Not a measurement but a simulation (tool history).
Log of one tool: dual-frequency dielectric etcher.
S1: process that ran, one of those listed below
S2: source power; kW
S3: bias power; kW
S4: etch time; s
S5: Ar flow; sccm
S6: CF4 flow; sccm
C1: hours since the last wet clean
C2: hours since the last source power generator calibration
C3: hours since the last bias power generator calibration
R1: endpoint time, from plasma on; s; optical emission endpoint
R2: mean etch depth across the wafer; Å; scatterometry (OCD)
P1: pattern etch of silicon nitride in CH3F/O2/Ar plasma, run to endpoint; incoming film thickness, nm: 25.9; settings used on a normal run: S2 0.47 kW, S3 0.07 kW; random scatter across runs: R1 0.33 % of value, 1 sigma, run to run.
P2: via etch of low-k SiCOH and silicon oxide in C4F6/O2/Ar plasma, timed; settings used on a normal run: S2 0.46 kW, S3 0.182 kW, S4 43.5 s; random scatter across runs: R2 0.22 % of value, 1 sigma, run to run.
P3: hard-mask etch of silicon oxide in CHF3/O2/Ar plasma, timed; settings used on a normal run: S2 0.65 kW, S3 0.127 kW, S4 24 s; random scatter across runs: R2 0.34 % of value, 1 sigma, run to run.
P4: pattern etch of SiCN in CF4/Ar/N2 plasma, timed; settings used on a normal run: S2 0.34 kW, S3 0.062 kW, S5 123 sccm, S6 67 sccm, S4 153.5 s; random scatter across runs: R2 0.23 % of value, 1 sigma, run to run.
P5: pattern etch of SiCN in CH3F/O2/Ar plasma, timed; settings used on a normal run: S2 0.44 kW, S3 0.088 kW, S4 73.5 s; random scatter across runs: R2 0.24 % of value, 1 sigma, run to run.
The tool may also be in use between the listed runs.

| run | day | S1 | S2 | S3 | S4 | S5 | S6 | C1 | C2 | C3 | R1 | R2 |
|---|---|---|---|---|---|---|---|---|---|---|---|---|
| 1 | 0.154 | P1 | 0.47 | 0.07 |  |  |  | 146.8 | 1086.3 | 295.8 | 35.383 |  |
| 2 | 0.4 | P2 | 0.46 | 0.252 | 43.5 |  |  | 152.7 | 1092.2 | 301.7 |  | 1237.8 |
| 3 | 0.7 | P4 | 0.34 | 0.062 | 153.5 | 84 | 67 | 159.9 | 1099.4 | 308.9 |  | 1023.6 |
| 4 | 0.942 | P3 | 0.65 | 0.127 | 34.5 |  |  | 165.7 | 1105.2 | 314.7 |  | 630.16 |
| 5 | 1.179 | P1 | 0.29 | 0.044 |  |  |  | 171.4 | 1110.9 | 320.4 | 49.41 |  |
| 6 | 1.446 | P5 | 0.44 | 0.125 | 73.5 |  |  | 177.8 | 1117.3 | 326.8 |  | 355.68 |
| 7 | 1.579 | P1 | 0.63 | 0.09 |  |  |  | 181 | 1120.5 | 330 | 28.839 |  |
| 8 | 1.721 | P2 | 0.46 | 0.182 | 24 |  |  | 184.4 | 1123.9 | 333.4 |  | 616.84 |
| 9 | 2.021 | P1 | 0.59 | 0.086 |  |  |  | 191.6 | 1131.1 | 340.6 | 30.195 |  |
| 10 | 2.317 | P3 | 0.84 | 0.127 | 24 |  |  | 198.7 | 1138.2 | 347.7 |  | 486.56 |
| 11 | 2.558 | P2 | 0.65 | 0.182 | 43.5 |  |  | 204.5 | 1144 | 353.5 |  | 1281.1 |
| 12 | 2.792 | P1 | 0.47 | 0.07 |  |  |  | 210.1 | 1149.6 | 359.1 | 35.343 |  |
| 13 | 3.042 | P4 | 0.34 | 0.039 | 153.5 | 123 | 67 | 216.1 | 1155.6 | 365.1 |  | 826.86 |
| 14 | 3.233 | P5 | 0.44 | 0.088 | 73.5 |  |  | 220.7 | 1160.2 | 369.7 |  | 310.16 |
| 15 | 3.408 | P5 | 0.44 | 0.088 | 47.5 |  |  | 224.9 | 1164.4 | 373.9 |  | 200.97 |
| 16 | 3.658 | P3 | 0.65 | 0.127 | 24 |  |  | 230.9 | 1170.4 | 379.9 |  | 437.75 |
| 17 | 3.954 | P1 | 0.37 | 0.07 |  |  |  | 238 | 1177.5 | 387 | 38.588 |  |
| 18 | 4.146 | P1 | 0.47 | 0.07 |  |  |  | 242.6 | 1182.1 | 391.6 | 35.272 |  |
| 19 | 4.383 | P2 | 0.46 | 0.182 | 43.5 |  |  | 248.3 | 1187.8 | 397.3 |  | 1117.1 |
| 20 | 4.575 | P1 | 0.65 | 0.07 |  |  |  | 252.9 | 1192.4 | 401.9 | 30.912 |  |
| 21 | 4.779 | P1 | 0.47 | 0.07 |  |  |  | 257.8 | 1197.3 | 406.8 | 35.356 |  |
| 22 | 5.029 | P4 | 0.34 | 0.062 | 153.5 | 123 | 67 | 263.8 | 1203.3 | 412.8 |  | 963.71 |
| 23 | 5.308 | P3 | 0.65 | 0.127 | 24 |  |  | 270.5 | 1210 | 419.5 |  | 440.68 |
| 24 | 5.529 | P5 | 0.44 | 0.088 | 73.5 |  |  | 275.8 | 1215.3 | 424.8 |  | 311.92 |
| 25 | 5.742 | P1 | 0.47 | 0.07 |  |  |  | 280.9 | 1220.4 | 429.9 | 35.331 |  |
| 26 | 5.912 | P4 | 0.45 | 0.062 | 153.5 | 123 | 67 | 285 | 1224.5 | 434 |  | 1232 |
| 27 | 6.117 | P3 | 0.65 | 0.171 | 24 |  |  | 289.9 | 1229.4 | 438.9 |  | 487.81 |
| 28 | 6.4 | P4 | 0.34 | 0.062 | 153.5 | 123 | 84 | 296.7 | 1236.2 | 445.7 |  | 997.36 |
| 29 | 6.612 | P5 | 0.32 | 0.088 | 73.5 |  |  | 301.8 | 1241.3 | 450.8 |  | 276.55 |
| 30 | 6.783 | P1 | 0.47 | 0.09 |  |  |  | 305.9 | 1245.4 | 454.9 | 32.198 |  |
| 31 | 7.046 | P1 | 0.47 | 0.047 |  |  |  | 312.2 | 1251.7 | 461.2 | 40.053 |  |
| 32 | 7.183 | P4 | 0.34 | 0.062 | 120 | 123 | 67 | 315.5 | 1255 | 464.5 |  | 754.98 |
| 33 | 7.458 | P1 | 0.47 | 0.07 |  |  |  | 322.1 | 1261.6 | 471.1 | 35.35 |  |
| 34 | 7.633 | P1 | 0.47 | 0.07 |  |  |  | 326.3 | 1265.8 | 475.3 | 35.567 |  |
| 35 | 7.808 | P1 | 0.47 | 0.07 |  |  |  | 330.5 | 1270 | 479.5 | 35.711 |  |
| 36 | 7.992 | P1 | 0.47 | 0.07 |  |  |  | 334.9 | 1274.4 | 483.9 | 35.574 |  |
| 37 | 8.229 | P1 | 0.47 | 0.07 |  |  |  | 340.6 | 1280.1 | 489.6 | 35.657 |  |
| 38 | 8.371 | P1 | 0.47 | 0.07 |  |  |  | 344 | 1283.5 | 493 | 35.637 |  |
| 39 | 8.588 | P1 | 0.47 | 0.07 |  |  |  | 349.2 | 1288.7 | 498.2 | 35.673 |  |
|  | 8.621 | wet clean of the chamber |
| 40 | 8.817 | P1 | 0.47 | 0.07 |  |  |  | 4.7 | 1294.2 | 503.7 | 35.744 |  |
| 41 | 9.021 | P1 | 0.47 | 0.07 |  |  |  | 9.6 | 1299.1 | 508.6 | 35.72 |  |
| 42 | 9.15 | P1 | 0.47 | 0.07 |  |  |  | 12.7 | 1302.2 | 511.7 | 35.666 |  |
| 43 | 9.35 | P1 | 0.47 | 0.07 |  |  |  | 17.5 | 1307 | 516.5 | 35.693 |  |

P1 has crept away from where it was. The log is fitted equally well by each of these 2 causes, at the sizes shown:
A: bias power that arrives under what is set, % = 4.74
B: source power that arrives under what is set, % = 4.17
At approximately day 7.458, the process output began to creep.
Other possible causes, and why each is ruled out:
chamber walls in a state that lowers the etch rate, %: serviced at day 8.621, which brought nothing back

Listed below are the offered check runs, one wafer per run, with question marks in place of results. For which of them would the causes give clearly different outcomes?
| check 1 | 9.55 | P4 | 0.44 | 0.051 | 153.5 | 123 | 67 |  |  |  |  | ? |
| check 2 | 9.55 | P3 | 0.84 | 0.127 | 32.5 |  |  |  |  |  |  | ? |
| check 3 | 9.55 | P2 | 0.59 | 0.182 | 43.5 |  |  |  |  |  |  | ? |
| check 4 | 9.55 | P5 | 0.34 | 0.123 | 73.5 |  |  |  |  |  |  | ? |

Predicted outcomes, by check and by cause:
| check | result | if A | if B |
|---|---|---|---|
| check 1 | R2 | 1112.7 | 1089.2 |
| check 2 | R2 | 648.79 | 647.39 |
| check 3 | R2 | 1214.3 | 1212 |
| check 4 | R2 | 315.39 | 316.52 |
Per-check spread between the two closest causes, in the result where they differ most: check 1 2.13 %; check 2 0.22 %; check 3 0.19 %; check 4 0.36 %
Only check 1 tells the causes apart: in the others they would give nearly the same result.

Running check 1 produced the following: R2 1110.8 Å. Which one of the listed causes fits?

It is A: bias power that arrives under what is set, %.
